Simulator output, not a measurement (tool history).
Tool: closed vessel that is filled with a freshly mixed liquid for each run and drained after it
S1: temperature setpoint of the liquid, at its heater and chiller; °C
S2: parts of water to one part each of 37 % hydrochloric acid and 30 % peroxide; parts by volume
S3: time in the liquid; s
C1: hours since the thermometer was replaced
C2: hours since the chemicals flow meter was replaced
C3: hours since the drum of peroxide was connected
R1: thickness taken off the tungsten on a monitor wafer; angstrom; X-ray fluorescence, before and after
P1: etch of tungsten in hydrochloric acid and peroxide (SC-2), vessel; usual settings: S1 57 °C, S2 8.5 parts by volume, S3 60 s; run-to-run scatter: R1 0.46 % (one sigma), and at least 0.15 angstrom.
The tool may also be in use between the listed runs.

{"run": 1, "hour": 4.7, "S1": 57, "S2": 8.5, "S3": 60, "C1": 1067.2, "C2": 460.6, "C3": 275.2, "R1": 399.7}
{"run": 2, "hour": 9.4, "S1": 57, "S2": 8.5, "S3": 60, "C1": 1071.9, "C2": 465.3, "C3": 279.9, "R1": 402.58}
{"run": 3, "hour": 19.1, "S1": 57, "S2": 4, "S3": 60, "C1": 1081.6, "C2": 475, "C3": 289.6, "R1": 702.64}
{"run": 4, "hour": 27.8, "S1": 57, "S2": 8.5, "S3": 100, "C1": 1090.3, "C2": 483.7, "C3": 298.3, "R1": 667.64}
{"run": 5, "hour": 35.6, "S1": 41.5, "S2": 8.5, "S3": 60, "C1": 1098.1, "C2": 491.5, "C3": 306.1, "R1": 141.32}
{"run": 6, "hour": 43.1, "S1": 72, "S2": 8.5, "S3": 60, "C1": 1105.6, "C2": 499, "C3": 313.6, "R1": 1002.4}
{"run": 7, "hour": 51.6, "S1": 57, "S2": 8.5, "S3": 60, "C1": 1114.1, "C2": 507.5, "C3": 322.1, "R1": 404.02}
{"run": 8, "hour": 56.2, "S1": 57, "S2": 4, "S3": 100, "C1": 1118.7, "C2": 512.1, "C3": 326.7, "R1": 1171.3}
{"run": 9, "hour": 65.5, "S1": 57, "S2": 8.5, "S3": 60, "C1": 1128, "C2": 521.4, "C3": 336, "R1": 403.78}
{"run": 10, "hour": 72.2, "S1": 57, "S2": 8.5, "S3": 60, "C1": 1134.7, "C2": 528.1, "C3": 342.7, "R1": 403.22}
{"run": 11, "hour": 77.5, "S1": 57, "S2": 14.5, "S3": 60, "C1": 1140, "C2": 533.4, "C3": 348, "R1": 256.57}
{"run": 12, "hour": 82.0, "S1": 57, "S2": 8.5, "S3": 60, "C1": 1144.5, "C2": 537.9, "C3": 352.5, "R1": 399.21}
{"run": 13, "hour": 91.4, "S1": 57, "S2": 8.5, "S3": 30, "C1": 1153.9, "C2": 547.3, "C3": 361.9, "R1": 202.84}
{"run": 14, "hour": 98.5, "S1": 57, "S2": 8.5, "S3": 60, "C1": 1161, "C2": 554.4, "C3": 369, "R1": 403.06}
{"run": 15, "hour": 103.2, "S1": 57, "S2": 8.5, "S3": 60, "C1": 1165.7, "C2": 559.1, "C3": 373.7, "R1": 391.6}
{"run": 16, "hour": 113.0, "S1": 57, "S2": 8.5, "S3": 60, "C1": 1175.5, "C2": 568.9, "C3": 383.5, "R1": 384.82}

The next listed run, before its measurement:
{"run": 17, "hour": 119.7, "S1": 57, "S2": 8.5, "S3": 60, "C1": 1182.2, "C2": 575.6, "C3": 390.2, "R1": "?"}

{"run 17": {"R1": 376.96}}
